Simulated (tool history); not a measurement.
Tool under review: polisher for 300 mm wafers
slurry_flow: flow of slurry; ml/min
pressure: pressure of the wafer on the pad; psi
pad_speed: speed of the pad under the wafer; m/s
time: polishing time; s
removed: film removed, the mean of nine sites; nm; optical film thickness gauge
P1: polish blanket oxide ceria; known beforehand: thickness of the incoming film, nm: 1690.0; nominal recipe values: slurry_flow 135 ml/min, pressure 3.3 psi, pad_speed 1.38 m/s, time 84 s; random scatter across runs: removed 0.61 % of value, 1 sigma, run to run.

run 1 hour=3.6 | slurry_flow=135 pressure=3.3 pad_speed=1.38 time=84 | removed=610.23
run 2 hour=10.0 | slurry_flow=135 pressure=1.7 pad_speed=1.38 time=84 | removed=312.00
run 3 hour=16.3 | slurry_flow=135 pressure=3.3 pad_speed=1.38 time=84 | removed=606.30
run 4 hour=19.9 | slurry_flow=135 pressure=3.3 pad_speed=1.90 time=84 | removed=829.31
run 5 hour=25.8 | slurry_flow=80 pressure=3.3 pad_speed=1.38 time=84 | removed=536.95
run 6 hour=29.5 | slurry_flow=135 pressure=4.9 pad_speed=1.38 time=84 | removed=893.95
run 7 hour=35.5 | slurry_flow=135 pressure=3.3 pad_speed=0.78 time=126 | removed=511.99
run 8 hour=42.1 | slurry_flow=135 pressure=3.3 pad_speed=1.38 time=84 | removed=605.38
run 9 hour=47.7 | slurry_flow=135 pressure=3.3 pad_speed=1.38 time=84 | removed=614.11
run 10 hour=51.2 | slurry_flow=135 pressure=3.3 pad_speed=1.38 time=84 | removed=601.16
run 11 hour=57.2 | slurry_flow=135 pressure=3.3 pad_speed=1.38 time=84 | removed=601.08
-- hour=62.4 worn pad replaced by a new one
run 12 hour=63.4 | slurry_flow=135 pressure=3.3 pad_speed=0.76 time=84 | removed=333.51
run 13 hour=67.0 | slurry_flow=80 pressure=1.9 pad_speed=1.38 time=84 | removed=306.82
run 14 hour=71.8 | slurry_flow=135 pressure=3.3 pad_speed=1.38 time=131 | removed=930.53
run 15 hour=75.1 | slurry_flow=200 pressure=3.3 pad_speed=1.38 time=84 | removed=640.16
run 16 hour=80.5 | slurry_flow=135 pressure=3.3 pad_speed=1.38 time=38 | removed=271.71

What does the tool deliver on the next run?
run 17 hour=85.0 | slurry_flow=135 pressure=3.3 pad_speed=1.38 time=84 | removed=?

Run 17 came out at removed 606.10 nm.
